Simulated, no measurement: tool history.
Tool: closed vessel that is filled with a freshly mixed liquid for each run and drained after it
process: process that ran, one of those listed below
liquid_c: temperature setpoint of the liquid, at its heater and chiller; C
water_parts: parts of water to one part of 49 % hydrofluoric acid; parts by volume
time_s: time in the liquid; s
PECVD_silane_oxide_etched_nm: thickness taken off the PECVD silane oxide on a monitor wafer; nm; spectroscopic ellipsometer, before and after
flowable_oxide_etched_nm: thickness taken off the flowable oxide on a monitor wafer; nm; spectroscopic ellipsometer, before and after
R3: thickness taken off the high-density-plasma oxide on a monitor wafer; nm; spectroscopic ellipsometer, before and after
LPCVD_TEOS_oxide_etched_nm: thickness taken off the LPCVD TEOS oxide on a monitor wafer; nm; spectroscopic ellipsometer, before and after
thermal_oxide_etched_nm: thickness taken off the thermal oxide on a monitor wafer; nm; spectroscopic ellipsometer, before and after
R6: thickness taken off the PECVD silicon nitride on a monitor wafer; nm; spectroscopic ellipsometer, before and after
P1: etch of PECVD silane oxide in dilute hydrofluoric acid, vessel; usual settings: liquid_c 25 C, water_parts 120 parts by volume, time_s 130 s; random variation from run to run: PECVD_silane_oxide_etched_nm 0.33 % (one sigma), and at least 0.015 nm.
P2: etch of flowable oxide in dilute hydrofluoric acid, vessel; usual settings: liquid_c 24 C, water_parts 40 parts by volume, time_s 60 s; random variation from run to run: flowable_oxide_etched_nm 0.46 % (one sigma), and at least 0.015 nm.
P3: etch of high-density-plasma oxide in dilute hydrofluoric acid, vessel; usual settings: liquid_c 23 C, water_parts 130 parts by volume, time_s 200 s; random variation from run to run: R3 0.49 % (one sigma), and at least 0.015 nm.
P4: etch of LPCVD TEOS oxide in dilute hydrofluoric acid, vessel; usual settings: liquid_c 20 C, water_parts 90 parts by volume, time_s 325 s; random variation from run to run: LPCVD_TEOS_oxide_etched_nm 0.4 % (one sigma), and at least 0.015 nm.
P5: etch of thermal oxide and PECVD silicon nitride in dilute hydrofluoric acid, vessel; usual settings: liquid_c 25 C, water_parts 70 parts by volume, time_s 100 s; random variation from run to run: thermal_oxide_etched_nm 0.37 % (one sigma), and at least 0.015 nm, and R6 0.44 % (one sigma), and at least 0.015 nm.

run 1 hour=14.2 | process=P1 liquid_c=25 water_parts=120 time_s=130 | PECVD_silane_oxide_etched_nm=42.208
run 2 hour=25.8 | process=P1 liquid_c=25 water_parts=50 time_s=60 | PECVD_silane_oxide_etched_nm=51.015
run 3 hour=36.1 | process=P2 liquid_c=24 water_parts=40 time_s=30 | flowable_oxide_etched_nm=26.483
run 4 hour=48.5 | process=P3 liquid_c=23 water_parts=130 time_s=200 | R3=9.3041
run 5 hour=58.8 | process=P1 liquid_c=25 water_parts=120 time_s=130 | PECVD_silane_oxide_etched_nm=42.297
run 6 hour=71.7 | process=P1 liquid_c=21 water_parts=120 time_s=130 | PECVD_silane_oxide_etched_nm=36.051
run 7 hour=81.1 | process=P4 liquid_c=20 water_parts=90 time_s=30 | LPCVD_TEOS_oxide_etched_nm=5.0748
run 8 hour=89.3 | process=P4 liquid_c=27 water_parts=90 time_s=325 | LPCVD_TEOS_oxide_etched_nm=72.499
run 9 hour=98.7 | process=P5 liquid_c=25 water_parts=100 time_s=100 | thermal_oxide_etched_nm=4.6601 R6=3.3144
run 10 hour=108 | process=P5 liquid_c=25 water_parts=70 time_s=165 | thermal_oxide_etched_nm=11.417 R6=7.7795
run 11 hour=116.9 | process=P1 liquid_c=25 water_parts=120 time_s=130 | PECVD_silane_oxide_etched_nm=42.095
run 12 hour=131.2 | process=P1 liquid_c=25 water_parts=120 time_s=130 | PECVD_silane_oxide_etched_nm=42.375
run 13 hour=144 | process=P2 liquid_c=24 water_parts=40 time_s=60 | flowable_oxide_etched_nm=52.85
run 14 hour=155 | process=P1 liquid_c=25 water_parts=120 time_s=50 | PECVD_silane_oxide_etched_nm=16.26
run 15 hour=162.6 | process=P1 liquid_c=25 water_parts=120 time_s=245 | PECVD_silane_oxide_etched_nm=79.736
run 16 hour=169.7 | process=P2 liquid_c=24 water_parts=70 time_s=60 | flowable_oxide_etched_nm=29.011
run 17 hour=185.5 | process=P1 liquid_c=18.5 water_parts=120 time_s=240 | PECVD_silane_oxide_etched_nm=59.906
run 18 hour=201.2 | process=P3 liquid_c=23 water_parts=130 time_s=30 | R3=1.3611
run 19 hour=216.2 | process=P2 liquid_c=24 water_parts=40 time_s=60 | flowable_oxide_etched_nm=53.13
run 20 hour=229.3 | process=P4 liquid_c=20 water_parts=145 time_s=325 | LPCVD_TEOS_oxide_etched_nm=32.03
run 21 hour=239.9 | process=P4 liquid_c=20 water_parts=90 time_s=325 | LPCVD_TEOS_oxide_etched_nm=54.523
run 22 hour=250.4 | process=P3 liquid_c=17 water_parts=130 time_s=200 | R3=7.1951
run 23 hour=263.6 | process=P1 liquid_c=25 water_parts=120 time_s=130 | PECVD_silane_oxide_etched_nm=42.27
run 24 hour=273.1 | process=P1 liquid_c=25 water_parts=215 time_s=130 | PECVD_silane_oxide_etched_nm=21.148
run 25 hour=288.9 | process=P5 liquid_c=25 water_parts=70 time_s=100 | thermal_oxide_etched_nm=6.8583 R6=4.723
run 26 hour=298.4 | process=P5 liquid_c=25 water_parts=70 time_s=100 | thermal_oxide_etched_nm=6.8796 R6=4.6827
run 27 hour=307.7 | process=P5 liquid_c=30.5 water_parts=70 time_s=100 | thermal_oxide_etched_nm=8.5935 R6=6.7936
run 28 hour=315.9 | process=P2 liquid_c=32.5 water_parts=40 time_s=60 | flowable_oxide_etched_nm=75.239
run 29 hour=323.3 | process=P1 liquid_c=25 water_parts=70 time_s=130 | PECVD_silane_oxide_etched_nm=77.11
run 30 hour=336.5 | process=P1 liquid_c=33.5 water_parts=120 time_s=130 | PECVD_silane_oxide_etched_nm=57.638
run 31 hour=351.9 | process=P1 liquid_c=25 water_parts=120 time_s=130 | PECVD_silane_oxide_etched_nm=42.056
run 32 hour=363.6 | process=P3 liquid_c=23 water_parts=25 time_s=200 | R3=54.716
run 33 hour=375.9 | process=P1 liquid_c=25 water_parts=120 time_s=130 | PECVD_silane_oxide_etched_nm=42.362
run 34 hour=388.8 | process=P1 liquid_c=25 water_parts=120 time_s=130 | PECVD_silane_oxide_etched_nm=43.335
run 35 hour=401.9 | process=P1 liquid_c=25 water_parts=120 time_s=130 | PECVD_silane_oxide_etched_nm=43.881
run 36 hour=413.7 | process=P1 liquid_c=25 water_parts=120 time_s=130 | PECVD_silane_oxide_etched_nm=44.441
run 37 hour=426.2 | process=P1 liquid_c=25 water_parts=120 time_s=130 | PECVD_silane_oxide_etched_nm=44.935
run 38 hour=435.7 | process=P1 liquid_c=25 water_parts=120 time_s=130 | PECVD_silane_oxide_etched_nm=44.776
run 39 hour=446.8 | process=P1 liquid_c=25 water_parts=120 time_s=130 | PECVD_silane_oxide_etched_nm=45.188
run 40 hour=454.8 | process=P1 liquid_c=25 water_parts=120 time_s=130 | PECVD_silane_oxide_etched_nm=45.228
run 41 hour=470.5 | process=P1 liquid_c=25 water_parts=120 time_s=130 | PECVD_silane_oxide_etched_nm=45.518
run 42 hour=481 | process=P1 liquid_c=25 water_parts=120 time_s=130 | PECVD_silane_oxide_etched_nm=45.551
run 43 hour=496.2 | process=P1 liquid_c=25 water_parts=120 time_s=130 | PECVD_silane_oxide_etched_nm=45.266
run 44 hour=510.3 | process=P1 liquid_c=25 water_parts=120 time_s=130 | PECVD_silane_oxide_etched_nm=45.383

What P1 gives has crept away from where it was. These 2 causes fit the log equally well, each at the size given:
A: hydrofluoric acid flow above the setpoint (%) = 6.83
B: liquid hotter than its thermometer reads (K) = 1.98
The creep began at about hour 375.9.

4 check runs are offered, one wafer each, their results left as question marks. Which one tells the causes apart?
run check 1 hour=524.4 | process=P4 liquid_c=24.5 water_parts=90 time_s=125 | LPCVD_TEOS_oxide_etched_nm=?
run check 2 hour=524.4 | process=P3 liquid_c=23 water_parts=65 time_s=60 | R3=?
run check 3 hour=524.4 | process=P2 liquid_c=31 water_parts=65 time_s=60 | flowable_oxide_etched_nm=?
run check 4 hour=524.4 | process=P5 liquid_c=25 water_parts=95 time_s=140 | thermal_oxide_etched_nm=? R6=?

What each check would give under each cause:
check=check_1 result=LPCVD_TEOS_oxide_etched_nm if_A=27.168 if_B=27.295
check=check_2 result=R3 if_A=6.4372 if_B=6.4962
check=check_3 result=flowable_oxide_etched_nm if_A=44.845 if_B=44.97
check=check_4 result=thermal_oxide_etched_nm if_A=7.4349 if_B=7.4615
check=check_4 result=R6 if_A=5.2081 if_B=5.5489
How far apart the two closest causes lie, in the result that separates them most: check 1 0.47 %; check 2 0.91 %; check 3 0.28 %; check 4 6.34 %
Only check 4 tells the causes apart: in the others they would give nearly the same result.

Then check 4 was run and gave: thermal_oxide_etched_nm 7.4524 nm; R6 5.228 nm. Which cause is it?

It is A: hydrofluoric acid flow above the setpoint (%).

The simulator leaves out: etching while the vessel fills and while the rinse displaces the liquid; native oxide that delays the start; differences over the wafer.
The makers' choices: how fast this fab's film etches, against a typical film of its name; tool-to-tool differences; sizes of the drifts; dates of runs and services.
